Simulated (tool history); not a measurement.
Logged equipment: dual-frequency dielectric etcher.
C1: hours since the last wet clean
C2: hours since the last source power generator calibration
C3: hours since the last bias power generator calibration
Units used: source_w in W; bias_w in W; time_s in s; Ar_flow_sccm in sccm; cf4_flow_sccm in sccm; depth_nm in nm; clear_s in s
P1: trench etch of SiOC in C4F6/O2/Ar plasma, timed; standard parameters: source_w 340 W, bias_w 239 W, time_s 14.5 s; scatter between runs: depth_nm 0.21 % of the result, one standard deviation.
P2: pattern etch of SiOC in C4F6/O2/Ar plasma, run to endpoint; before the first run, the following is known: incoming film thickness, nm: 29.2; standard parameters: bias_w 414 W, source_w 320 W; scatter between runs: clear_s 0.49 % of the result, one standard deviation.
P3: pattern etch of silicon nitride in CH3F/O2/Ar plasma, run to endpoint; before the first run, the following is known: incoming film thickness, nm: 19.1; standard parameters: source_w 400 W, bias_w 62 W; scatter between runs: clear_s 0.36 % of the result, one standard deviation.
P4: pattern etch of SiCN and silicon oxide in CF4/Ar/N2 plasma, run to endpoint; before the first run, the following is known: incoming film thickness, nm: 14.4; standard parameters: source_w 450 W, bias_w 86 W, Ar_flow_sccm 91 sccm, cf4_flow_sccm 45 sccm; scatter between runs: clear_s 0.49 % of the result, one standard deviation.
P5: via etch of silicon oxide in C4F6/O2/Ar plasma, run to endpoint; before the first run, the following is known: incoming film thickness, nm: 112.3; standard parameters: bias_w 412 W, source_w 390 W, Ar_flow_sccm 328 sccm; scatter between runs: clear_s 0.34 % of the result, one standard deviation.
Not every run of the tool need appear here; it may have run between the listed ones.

run 1 hour=4.4 | process=P1 source_w=340 bias_w=239 time_s=14.5 | C1=445.8 C2=1037.2 C3=818.1 | depth_nm=31.852
run 2 hour=8.3 | process=P4 source_w=450 bias_w=86 Ar_flow_sccm=91 cf4_flow_sccm=45 | C1=449.7 C2=1041.1 C3=822 | clear_s=15.71
run 3 hour=11.1 | process=P3 source_w=400 bias_w=87 | C1=452.5 C2=1043.9 C3=824.8 | clear_s=26.117
run 4 hour=13.9 | process=P1 source_w=340 bias_w=239 time_s=14.5 | C1=455.3 C2=1046.7 C3=827.6 | depth_nm=31.751
run 5 hour=17.8 | process=P2 source_w=320 bias_w=414 | C1=459.2 C2=1050.6 C3=831.5 | clear_s=11.63
run 6 hour=20.7 | process=P1 source_w=340 bias_w=239 time_s=19.5 | C1=462.1 C2=1053.5 C3=834.4 | depth_nm=42.709
run 7 hour=25.6 | process=P5 source_w=550 bias_w=412 Ar_flow_sccm=328 | C1=467 C2=1058.4 C3=839.3 | clear_s=22.983
run 8 hour=28.2 | process=P1 source_w=340 bias_w=335 time_s=14.5 | C1=469.6 C2=1061 C3=841.9 | depth_nm=35.748
-- hour=28.6 wet clean of the chamber
run 9 hour=33.6 | process=P4 source_w=450 bias_w=86 Ar_flow_sccm=91 cf4_flow_sccm=60 | C1=5.1 C2=1066.4 C3=847.3 | clear_s=15.014
run 10 hour=38.1 | process=P1 source_w=340 bias_w=239 time_s=14.5 | C1=9.6 C2=1070.9 C3=851.8 | depth_nm=31.801
run 11 hour=41.6 | process=P5 source_w=390 bias_w=280 Ar_flow_sccm=328 | C1=13.1 C2=1074.4 C3=855.3 | clear_s=30.048
-- hour=44 bias power generator calibrated
run 12 hour=45.1 | process=P4 source_w=550 bias_w=86 Ar_flow_sccm=91 cf4_flow_sccm=45 | C1=16.6 C2=1077.9 C3=1.1 | clear_s=13.21
run 13 hour=49.8 | process=P5 source_w=390 bias_w=412 Ar_flow_sccm=328 | C1=21.3 C2=1082.6 C3=5.8 | clear_s=26.226
run 14 hour=55.3 | process=P1 source_w=340 bias_w=322 time_s=19 | C1=26.8 C2=1088.1 C3=11.3 | depth_nm=46.235
run 15 hour=59.7 | process=P2 source_w=320 bias_w=278 | C1=31.2 C2=1092.5 C3=15.7 | clear_s=13.399
run 16 hour=62.1 | process=P2 source_w=200 bias_w=414 | C1=33.6 C2=1094.9 C3=18.1 | clear_s=13.877
run 17 hour=65.6 | process=P5 source_w=390 bias_w=412 Ar_flow_sccm=462 | C1=37.1 C2=1098.4 C3=21.6 | clear_s=27.261
run 18 hour=70.7 | process=P1 source_w=340 bias_w=239 time_s=14.5 | C1=42.2 C2=1103.5 C3=26.7 | depth_nm=31.749
run 19 hour=74.7 | process=P1 source_w=340 bias_w=239 time_s=14.5 | C1=46.2 C2=1107.5 C3=30.7 | depth_nm=31.657
run 20 hour=80 | process=P4 source_w=450 bias_w=62 Ar_flow_sccm=91 cf4_flow_sccm=45 | C1=51.5 C2=1112.8 C3=36 | clear_s=17.639
run 21 hour=84.5 | process=P3 source_w=400 bias_w=62 | C1=56 C2=1117.3 C3=40.5 | clear_s=29.455
run 22 hour=87.8 | process=P1 source_w=340 bias_w=239 time_s=14.5 | C1=59.3 C2=1120.6 C3=43.8 | depth_nm=31.72
run 23 hour=93.3 | process=P1 source_w=420 bias_w=239 time_s=14.5 | C1=64.8 C2=1126.1 C3=49.3 | depth_nm=34.49
run 24 hour=98.5 | process=P4 source_w=450 bias_w=86 Ar_flow_sccm=91 cf4_flow_sccm=45 | C1=70 C2=1131.3 C3=54.5 | clear_s=15.764
run 25 hour=102.5 | process=P3 source_w=400 bias_w=62 | C1=74 C2=1135.3 C3=58.5 | clear_s=29.485
run 26 hour=105 | process=P4 source_w=450 bias_w=86 Ar_flow_sccm=68 cf4_flow_sccm=45 | C1=76.5 C2=1137.8 C3=61 | clear_s=15.111
run 27 hour=108.5 | process=P3 source_w=560 bias_w=62 | C1=80 C2=1141.3 C3=64.5 | clear_s=25.729
run 28 hour=113.5 | process=P1 source_w=340 bias_w=171 time_s=14.5 | C1=85 C2=1146.3 C3=69.5 | depth_nm=28.443
run 29 hour=118.6 | process=P1 source_w=340 bias_w=239 time_s=14.5 | C1=90.1 C2=1151.4 C3=74.6 | depth_nm=31.84
run 30 hour=123.5 | process=P1 source_w=210 bias_w=239 time_s=14.5 | C1=95 C2=1156.3 C3=79.5 | depth_nm=26.511
run 31 hour=129 | process=P1 source_w=340 bias_w=239 time_s=8 | C1=100.5 C2=1161.8 C3=85 | depth_nm=17.549
run 32 hour=134.4 | process=P1 source_w=340 bias_w=239 time_s=14.5 | C1=105.9 C2=1167.2 C3=90.4 | depth_nm=31.82
run 33 hour=138.4 | process=P1 source_w=340 bias_w=239 time_s=14.5 | C1=109.9 C2=1171.2 C3=94.4 | depth_nm=31.665
run 34 hour=140.9 | process=P1 source_w=340 bias_w=239 time_s=14.5 | C1=112.4 C2=1173.7 C3=96.9 | depth_nm=31.524
run 35 hour=144.9 | process=P1 source_w=340 bias_w=239 time_s=14.5 | C1=116.4 C2=1177.7 C3=100.9 | depth_nm=31.393
run 36 hour=147.4 | process=P1 source_w=340 bias_w=239 time_s=14.5 | C1=118.9 C2=1180.2 C3=103.4 | depth_nm=31.31
run 37 hour=151.5 | process=P1 source_w=340 bias_w=239 time_s=14.5 | C1=123 C2=1184.3 C3=107.5 | depth_nm=31.354
-- hour=155.4 wet clean of the chamber
run 38 hour=156.1 | process=P1 source_w=340 bias_w=239 time_s=14.5 | C1=0.7 C2=1188.9 C3=112.1 | depth_nm=31.32
run 39 hour=160.2 | process=P1 source_w=340 bias_w=239 time_s=14.5 | C1=4.8 C2=1193 C3=116.2 | depth_nm=31.147
run 40 hour=164.9 | process=P1 source_w=340 bias_w=239 time_s=14.5 | C1=9.5 C2=1197.7 C3=120.9 | depth_nm=31.34
run 41 hour=168 | process=P1 source_w=340 bias_w=239 time_s=14.5 | C1=12.6 C2=1200.8 C3=124 | depth_nm=31.227
run 42 hour=170.4 | process=P1 source_w=340 bias_w=239 time_s=14.5 | C1=15 C2=1203.2 C3=126.4 | depth_nm=31.134

Something has made what P1 gives creep away from where it was; the 2 causes below, each at its own stated size, fit the log equally well:
A: source power that arrives under what is set, % = 4.23
B: bias power that arrives under what is set, % = 4.76
Onset of the creep was near hour 134.4.
Why every other cause is out:
chamber walls in a state that lowers the etch rate, %: maintenance at hour 155.4, after the shift began, did not return the process to its former output

Which of the check runs below tells the causes apart, meaning the causes would give it clearly different results? Each run uses 3 wafers whose results are averaged, and each result is shown as a question mark.
run check 1 hour=172.8 | process=P4 source_w=450 bias_w=86 Ar_flow_sccm=74 cf4_flow_sccm=45 | clear_s=?
run check 2 hour=172.8 | process=P3 source_w=540 bias_w=86 | clear_s=?
run check 3 hour=172.8 | process=P2 source_w=320 bias_w=319 | clear_s=?
run check 4 hour=172.8 | process=P5 source_w=540 bias_w=284 Ar_flow_sccm=328 | clear_s=?

Check results expected under each cause:
check=check_1 result=clear_s if_A=15.835 if_B=15.514
check=check_2 result=clear_s if_A=23.792 if_B=23.806
check=check_3 result=clear_s if_A=12.969 if_B=12.981
check=check_4 result=clear_s if_A=26.88 if_B=26.874
Per-check spread between the two closest causes, in the result where they differ most: check 1 2.05 %; check 2 0.06 %; check 3 0.09 %; check 4 0.02 %
Check 1 tells the causes apart: in the others they would give nearly the same result.

Check 1 was carried out, with these results: clear_s 15.889 s. Which of the listed causes is responsible?

A is the cause: source power that arrives under what is set, %.
